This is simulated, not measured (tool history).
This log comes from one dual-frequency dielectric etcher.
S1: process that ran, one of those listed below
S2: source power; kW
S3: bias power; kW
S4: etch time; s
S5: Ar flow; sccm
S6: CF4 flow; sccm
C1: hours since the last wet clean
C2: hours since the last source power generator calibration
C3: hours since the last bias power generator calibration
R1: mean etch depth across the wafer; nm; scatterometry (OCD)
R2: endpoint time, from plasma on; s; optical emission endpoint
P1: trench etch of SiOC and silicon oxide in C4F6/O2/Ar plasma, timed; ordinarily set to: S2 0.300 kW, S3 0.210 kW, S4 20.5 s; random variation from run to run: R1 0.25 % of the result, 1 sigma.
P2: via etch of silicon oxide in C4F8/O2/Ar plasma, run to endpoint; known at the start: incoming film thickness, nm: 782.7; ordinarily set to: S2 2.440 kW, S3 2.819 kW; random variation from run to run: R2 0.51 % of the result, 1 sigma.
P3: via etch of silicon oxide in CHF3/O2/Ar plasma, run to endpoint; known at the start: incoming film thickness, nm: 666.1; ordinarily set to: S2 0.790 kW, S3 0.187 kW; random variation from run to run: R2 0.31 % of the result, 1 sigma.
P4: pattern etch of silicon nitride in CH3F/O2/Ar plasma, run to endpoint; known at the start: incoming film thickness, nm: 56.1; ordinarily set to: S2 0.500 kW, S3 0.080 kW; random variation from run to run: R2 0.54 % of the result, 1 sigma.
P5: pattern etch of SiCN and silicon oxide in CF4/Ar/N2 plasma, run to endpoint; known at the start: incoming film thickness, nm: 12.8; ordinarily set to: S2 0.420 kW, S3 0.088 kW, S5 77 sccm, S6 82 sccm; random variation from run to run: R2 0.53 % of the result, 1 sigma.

run	hour	S1	S2	S3	S4	S5	S6	C1	C2	C3	R1	R2
1	12.1	P1	0.300	0.210	20.5			84.7	1274.0	274.0	38.053	
2	27.8	P3	0.790	0.249				100.4	1289.7	289.7		264.460
3	45.6	P2	2.440	2.819				118.2	1307.5	307.5		127.110
4	58.9	P1	0.300	0.210	16.0			131.5	1320.8	320.8	29.687	
5	67.5	P1	0.300	0.210	20.5			140.1	1329.4	329.4	37.929	
6	78.1	P1	0.300	0.140	20.5			150.7	1340.0	340.0	33.346	
7	90.3	P1	0.240	0.210	20.5			162.9	1352.2	352.2	34.961	
8	108.2	P3	0.790	0.187				180.8	1370.1	370.1		292.120
9	118.9	P1	0.300	0.210	20.5			191.5	1380.8	380.8	37.971	
10	131.2	P5	0.500	0.088		77	82	203.8	1393.1	393.1		12.292
11	147.2	P1	0.300	0.278	20.5			219.8	1409.1	409.1	41.769	
12	160.2	P5	0.420	0.088		46	82	232.8	1422.1	422.1		13.460
13	174.7	P4	0.500	0.080				247.3	1436.6	436.6		71.336
14	191.6	P4	0.500	0.053				264.2	1453.5	453.5		81.604
15	206.3	P1	0.300	0.210	20.5			278.9	1468.2	468.2	37.923	
16	220.1	P5	0.420	0.088		77	82	292.7	1482.0	482.0		14.231
17	236.0	P1	0.300	0.210	20.5			308.6	1497.9	497.9	37.927	
18	246.4	P3	0.790	0.187				319.0	1508.3	508.3		293.840
19	261.5	P5	0.420	0.121		77	82	334.1	1523.4	523.4		12.648
20	279.3	P4	0.700	0.080				351.9	1541.2	541.2		62.382
21	294.3	P1	0.300	0.210	29.0			366.9	1556.2	556.2	53.746	
22	304.4	P2	2.440	1.781				377.0	1566.3	566.3		144.430
23	322.5	P3	0.490	0.187				395.1	1584.4	584.4		352.230
24	331.5	P1	0.410	0.210	20.5			404.1	1593.4	593.4	42.972	
25	339.9	P4	0.500	0.080				412.5	1601.8	601.8		70.815
26	355.8	P5	0.420	0.088		77	59	428.4	1617.7	617.7		14.838
27	364.3	P1	0.300	0.158	26.0			436.9	1626.2	626.2	43.883	
28	381.7	P2	1.480	2.819				454.3	1643.6	643.6		155.390
29	390.4	P1	0.300	0.210	20.5			463.0	1652.3	652.3	38.065	
30	406.6	P1	0.300	0.210	20.5			479.2	1668.5	668.5	37.706	
31	423.0	P1	0.300	0.210	20.5			495.6	1684.9	684.9	37.638	
32	435.3	P1	0.300	0.210	20.5			507.9	1697.2	697.2	37.482	
33	443.4	P1	0.300	0.210	20.5			516.0	1705.3	705.3	37.515	
34	452.6	P1	0.300	0.210	20.5			525.2	1714.5	714.5	37.410	
35	463.4	P1	0.300	0.210	20.5			536.0	1725.3	725.3	37.547	
36	478.2	P1	0.300	0.210	20.5			550.8	1740.1	740.1	37.457	
# hour 488.8: wet clean of the chamber
37	493.2	P1	0.300	0.210	20.5			4.4	1755.1	755.1	37.581	
38	506.2	P1	0.300	0.210	20.5			17.4	1768.1	768.1	37.512	
39	520.5	P1	0.300	0.210	20.5			31.7	1782.4	782.4	37.515	
40	528.4	P1	0.300	0.210	20.5			39.6	1790.3	790.3	37.268	

Compared with where it was, what P1 gives has crept away. Each cause listed below fits the log as well as the rest, at the size given for it:
A: source power that arrives under what is set, % = 3.83
B: bias power that arrives under what is set, % = 4.41
Creep in the process output first set in at about hour 390.4.
Why every other cause is out:
chamber walls in a state that lowers the etch rate, %: serviced at hour 488.8, after the change had begun; the process did not return to its earlier output

Consider the 4 check runs below, whose results appear as question marks and each of which averages 5 wafers. Which one distinguishes the causes, in that each cause would give it a clearly different result?
check 1	536.3	P4	0.620	0.080								?
check 2	536.3	P2	1.510	1.802								?
check 3	536.3	P3	0.510	0.187								?
check 4	536.3	P5	0.420	0.088		46	66					?

Predicted outcomes, by check and by cause:
check	result	if A	if B
check 1	R2	66.572	66.595
check 2	R2	178.360	177.870
check 3	R2	351.780	351.970
check 4	R2	14.265	13.981
Per check, the gap between the least separated pair of causes, taken in the result that splits them most: check 1 0.04 %; check 2 0.28 %; check 3 0.05 %; check 4 2.02 %
Only in check 4 would the causes give clearly different results; in the remaining checks their results would be nearly the same.

With check 4 done, the readings were: R2 13.988 s. Identify which of the listed causes applies.

B is the cause: bias power that arrives under what is set, %.
